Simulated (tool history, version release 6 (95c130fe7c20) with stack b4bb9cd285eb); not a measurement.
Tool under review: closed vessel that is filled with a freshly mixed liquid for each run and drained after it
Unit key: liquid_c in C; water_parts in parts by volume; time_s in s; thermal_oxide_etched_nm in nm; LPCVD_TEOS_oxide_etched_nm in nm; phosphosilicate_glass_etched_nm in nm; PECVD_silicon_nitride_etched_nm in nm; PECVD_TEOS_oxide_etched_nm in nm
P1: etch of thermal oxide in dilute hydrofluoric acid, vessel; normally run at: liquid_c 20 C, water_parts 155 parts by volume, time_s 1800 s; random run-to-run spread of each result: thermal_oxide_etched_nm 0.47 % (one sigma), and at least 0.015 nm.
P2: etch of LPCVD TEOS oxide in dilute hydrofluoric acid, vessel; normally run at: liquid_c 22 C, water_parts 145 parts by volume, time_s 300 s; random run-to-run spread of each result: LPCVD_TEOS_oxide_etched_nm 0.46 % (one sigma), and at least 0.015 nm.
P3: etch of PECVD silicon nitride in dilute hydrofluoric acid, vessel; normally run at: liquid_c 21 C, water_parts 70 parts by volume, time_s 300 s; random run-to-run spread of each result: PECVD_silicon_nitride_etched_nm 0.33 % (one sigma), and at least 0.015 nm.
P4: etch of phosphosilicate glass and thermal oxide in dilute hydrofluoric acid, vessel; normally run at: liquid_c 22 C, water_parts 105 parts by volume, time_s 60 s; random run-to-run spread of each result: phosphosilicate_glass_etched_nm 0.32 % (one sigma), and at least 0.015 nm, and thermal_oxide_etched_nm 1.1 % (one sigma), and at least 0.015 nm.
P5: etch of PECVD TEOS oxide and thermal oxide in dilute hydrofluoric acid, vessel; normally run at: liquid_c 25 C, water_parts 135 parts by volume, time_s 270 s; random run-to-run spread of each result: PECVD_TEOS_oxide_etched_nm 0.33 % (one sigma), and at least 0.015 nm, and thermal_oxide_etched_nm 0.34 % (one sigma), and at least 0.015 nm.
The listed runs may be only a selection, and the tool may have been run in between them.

run   hour  process  liquid_c  water_parts  time_s  thermal_oxide_etched_nm  LPCVD_TEOS_oxide_etched_nm  phosphosilicate_glass_etched_nm  PECVD_silicon_nitride_etched_nm  PECVD_TEOS_oxide_etched_nm
  1      4       P1        20          155    1800                   45.399
  2    7.7       P1        20          155     420                   10.554
  3   12.8       P1        20          155    2845                   70.912
  4   17.3       P2        22          145     300                                               42.755
  5   22.5       P1        17           70    1800                   96.184
  6   25.8       P4        28          105      60                   3.1191                                                       65.121
  7   29.2       P2        22          240     300                                               23.264
  8   33.3       P4        22          105     115                   4.7086                                                       99.011
  9   38.6       P3        21           70     460                                                                                                                 9.8524
 10   42.7       P1        20           55    1800                   142.76
 11   47.9       P1        17          155    1800                   39.647
 12   51.7       P5        25          135     525                    16.47                                                                                                                    72.144
 13   57.6       P1        20          215    1800                   30.379
 14   60.5       P1        20          155    1800                    45.19
 15   64.5       P1        20          155    1800                    45.08
 16   68.2       P3        17           70     300                                                                                                                 4.8824
 17   70.9       P1        20          155    1800                    45.11
 18   74.8       P4        22           40      60                   6.9041                                                        146.6
 19   80.3       P5        25          220     270                   4.7894                                                                                                                    20.658
 20   83.1       P1      24.5          155    1800                   53.865
 21   86.3       P3        21          105     300                                                                                                                 4.3662
 22   90.6       P4        22          105      60                   2.4193                                                       51.889
 23   94.1       P3        21           70     300                                                                                                                  6.428
 24   98.1       P5        25          135     270                    8.523                                                                                                                    37.354
 25  100.8       P2        22          145     515                                               72.307
 26    104       P5      32.5          135     270                   11.273                                                                                                                    48.833
 27  106.8       P4        22          105      60                   2.4984                                                       51.812
 28  109.4       P2        22          145     300                                               42.684
 29    112       P2        30          145     300                                               57.478
 30  116.7       P1        20          155    1800                   45.019
 31  121.8       P1        20          155    1800                   44.885
 32  124.6       P5        25          135     270                   8.5753                                                                                                                    37.152
 33  128.8       P1        20          155    1800                   45.205
 34  133.9       P1        20          155    1800                   46.472
 35  136.8       P1        20          155    1800                   47.367
 36  139.6       P1        20          155    1800                   47.691
 37  143.4       P1        20          155    1800                    48.67
 38  148.1       P1        20          155    1800                   48.476
 39  152.3       P1        20          155    1800                   48.907
 40  155.5       P1        20          155    1800                   48.704
 41  160.7       P1        20          155    1800                   49.318
 42  166.2       P1        20          155    1800                    49.55

The output of P1 has drifted from where it used to be. Each of the 2 causes below, taken at the size shown beside it, accounts for the log equally well:
A: liquid hotter than its thermometer reads (K) = 2.29
B: hydrofluoric acid flow above the setpoint (%) = 8.05
Creep in the process output first set in at about hour 128.8.

The check runs listed below each take one wafer, and their results are still question marks. Under which run would the listed causes lead to clearly different results?
check 1  171.7       P3        21           70     300                                                                                                                      ?
check 2  171.7       P2        22          145     300                                                    ?
check 3  171.7       P4        22          105      60                        ?                                                            ?
check 4  171.7       P5        25          135     270                        ?                                                                                                                         ?

How each check would come out, cause by cause:
  check                           result    if A    if B
check 1  PECVD_silicon_nitride_etched_nm  7.5343  6.9588
check 2       LPCVD_TEOS_oxide_etched_nm  46.348  46.382
check 3          thermal_oxide_etched_nm  2.6559  2.6438
check 3  phosphosilicate_glass_etched_nm  56.524  56.267
check 4          thermal_oxide_etched_nm   9.314  9.3412
check 4       PECVD_TEOS_oxide_etched_nm  40.452   40.57
Per-check spread between the two closest causes, in the result where they differ most: check 1 7.95 %; check 2 0.07 %; check 3 0.46 %; check 4 0.29 %
Of the check runs offered, only check 1 discriminates between the causes; the rest would read about the same regardless of which cause applies.

Here is what check 1 returned: PECVD_silicon_nitride_etched_nm 7.5502 nm. Which cause is it?

It was cause A: liquid hotter than its thermometer reads (K).
